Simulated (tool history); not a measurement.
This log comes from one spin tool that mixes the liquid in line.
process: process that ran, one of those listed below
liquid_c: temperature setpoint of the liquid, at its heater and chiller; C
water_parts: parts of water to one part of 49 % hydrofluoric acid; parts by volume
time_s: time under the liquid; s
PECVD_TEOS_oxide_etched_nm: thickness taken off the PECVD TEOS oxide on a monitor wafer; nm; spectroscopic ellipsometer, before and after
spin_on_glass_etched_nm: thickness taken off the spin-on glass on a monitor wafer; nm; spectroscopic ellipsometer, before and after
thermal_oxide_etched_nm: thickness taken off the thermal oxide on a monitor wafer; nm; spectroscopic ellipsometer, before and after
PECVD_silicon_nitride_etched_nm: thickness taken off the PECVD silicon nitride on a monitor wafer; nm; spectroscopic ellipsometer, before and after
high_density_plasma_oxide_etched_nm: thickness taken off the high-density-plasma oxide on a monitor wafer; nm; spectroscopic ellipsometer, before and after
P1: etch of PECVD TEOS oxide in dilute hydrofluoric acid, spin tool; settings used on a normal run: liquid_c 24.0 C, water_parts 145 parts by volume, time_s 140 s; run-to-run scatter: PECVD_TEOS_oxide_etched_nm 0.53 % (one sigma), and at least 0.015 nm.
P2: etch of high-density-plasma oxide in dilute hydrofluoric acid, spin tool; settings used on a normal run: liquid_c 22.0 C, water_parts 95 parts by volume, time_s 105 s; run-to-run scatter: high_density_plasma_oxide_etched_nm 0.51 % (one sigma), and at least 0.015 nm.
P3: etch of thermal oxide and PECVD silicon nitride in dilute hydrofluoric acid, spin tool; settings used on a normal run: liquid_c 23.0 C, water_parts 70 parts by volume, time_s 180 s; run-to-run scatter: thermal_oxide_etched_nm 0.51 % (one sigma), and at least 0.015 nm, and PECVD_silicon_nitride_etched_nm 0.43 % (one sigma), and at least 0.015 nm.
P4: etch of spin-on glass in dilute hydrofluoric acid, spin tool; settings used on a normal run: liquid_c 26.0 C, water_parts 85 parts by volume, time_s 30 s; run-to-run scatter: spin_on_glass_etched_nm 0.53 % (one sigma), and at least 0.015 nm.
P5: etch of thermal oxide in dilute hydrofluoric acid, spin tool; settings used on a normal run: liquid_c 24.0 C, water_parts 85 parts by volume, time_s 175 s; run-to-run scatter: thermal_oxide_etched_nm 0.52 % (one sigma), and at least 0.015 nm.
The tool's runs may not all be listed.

run	hour	process	liquid_c	water_parts	time_s	hours since the thermometer was replaced	hours since the hydrofluoric acid flow meter was replaced	PECVD_TEOS_oxide_etched_nm	spin_on_glass_etched_nm	thermal_oxide_etched_nm	PECVD_silicon_nitride_etched_nm	high_density_plasma_oxide_etched_nm
1	8.2	P1	24.0	145	140	681.5	396.0	11.4230				
2	17.2	P4	17.5	85	30	690.5	405.0		9.4462			
3	27.6	P1	24.0	145	140	700.9	415.4	11.3920				
4	33.7	P5	24.0	85	175	707.0	421.5			9.8345		
5	46.7	P1	24.0	145	140	720.0	434.5	11.3810				
6	55.2	P3	23.0	35	180	728.5	443.0			25.9130	10.5540	
7	61.9	P1	31.5	145	140	735.2	449.7	15.0320				
8	70.9	P5	24.0	85	175	744.2	458.7			9.8822		
9	83.7	P1	24.0	80	85	757.0	471.5	13.4680				
10	90.0	P2	22.0	95	105	763.3	477.8					8.6521
11	97.2	P4	26.0	85	30	770.5	485.0		13.4360			
12	103.2	P5	29.5	85	175	776.5	491.0			12.2450		
13	110.3	P3	23.0	70	180	783.6	498.1			12.2210	5.3906	
14	117.0	P1	20.0	145	140	790.3	504.8	9.6934				
15	130.7	P2	22.0	95	35	804.0	518.5					2.9160
16	143.5	P1	24.0	145	140	816.8	531.3	11.4100				
17	153.8	P1	24.0	145	275	827.1	541.6	22.2710				
18	164.3	P4	26.0	55	30	837.6	552.1		21.9420			
19	175.9	P2	22.0	35	105	849.2	563.7					25.3590
20	183.9	P5	24.0	30	175	857.2	571.7			30.0350		
21	195.7	P4	26.0	85	30	869.0	583.5		13.4500			
22	207.5	P3	23.0	70	45	880.8	595.3			3.0770	1.3571	
23	217.9	P3	23.0	70	180	891.2	605.7			12.1820	5.3575	
24	225.1	P1	24.0	60	140	898.4	612.9	30.5490				
25	236.6	P3	30.0	70	180	909.9	624.4			16.1640	8.5263	
26	244.8	P1	24.0	245	140	918.1	632.6	5.9983				
27	252.9	P2	28.5	95	105	926.2	640.7					11.3120
28	263.8	P5	24.0	85	20	937.1	651.6			1.1088		
29	270.2	P4	26.0	85	60	943.5	658.0		26.9810			
30	279.0	P1	24.0	145	15	952.3	666.8	1.2144				
31	285.7	P1	24.0	145	140	959.0	673.5	11.3400				
32	297.4	P1	24.0	145	140	970.7	685.2	11.7260				
33	305.1	P1	24.0	145	140	978.4	692.9	11.8200				
34	316.5	P1	24.0	145	140	989.8	704.3	12.0640				
35	327.7	P1	24.0	145	140	1001.0	715.5	12.1590				
36	339.5	P1	24.0	145	140	1012.8	727.3	12.2870				
37	352.7	P1	24.0	145	140	1026.0	740.5	12.4180				
38	363.2	P1	24.0	145	140	1036.5	751.0	12.3480				
39	376.7	P1	24.0	145	140	1050.0	764.5	12.4020				
40	386.5	P1	24.0	145	140	1059.8	774.3	12.4660				
41	400.0	P1	24.0	145	140	1073.3	787.8	12.5110				

What P1 gives has crept away from where it was. These 2 causes fit the log equally well, each at the size given:
A: liquid hotter than its thermometer reads (K) = 2.39
B: hydrofluoric acid flow above the setpoint (%) = 8.11
The gradual shift began around hour 285.7.

Question marks stand in for the results of the 4 check runs listed below, each run on one wafer. Under which run would the listed causes show clearly different results?
check 1	413.5	P3	23.0	70	180					?	?	
check 2	413.5	P5	24.0	85	175					?		
check 3	413.5	P2	22.0	95	105							?
check 4	413.5	P4	26.0	85	30				?			

Expected result of each check under each candidate cause:
check	result	if A	if B
check 1	thermal_oxide_etched_nm	13.5150	13.3530
check 1	PECVD_silicon_nitride_etched_nm	6.3158	5.8132
check 2	thermal_oxide_etched_nm	10.8630	10.7700
check 3	high_density_plasma_oxide_etched_nm	9.6164	9.5280
check 4	spin_on_glass_etched_nm	14.8080	14.7110
Separation of the two closest causes in each check, using whichever result separates them best: check 1 8.29 %; check 2 0.87 %; check 3 0.92 %; check 4 0.66 %
Only check 1 tells the causes apart: in the others they would give nearly the same result.

Then check 1 was run and gave: thermal_oxide_etched_nm 13.5360 nm; PECVD_silicon_nitride_etched_nm 6.3459 nm. Which cause is it?

The correct cause is A, namely: liquid hotter than its thermometer reads (K).
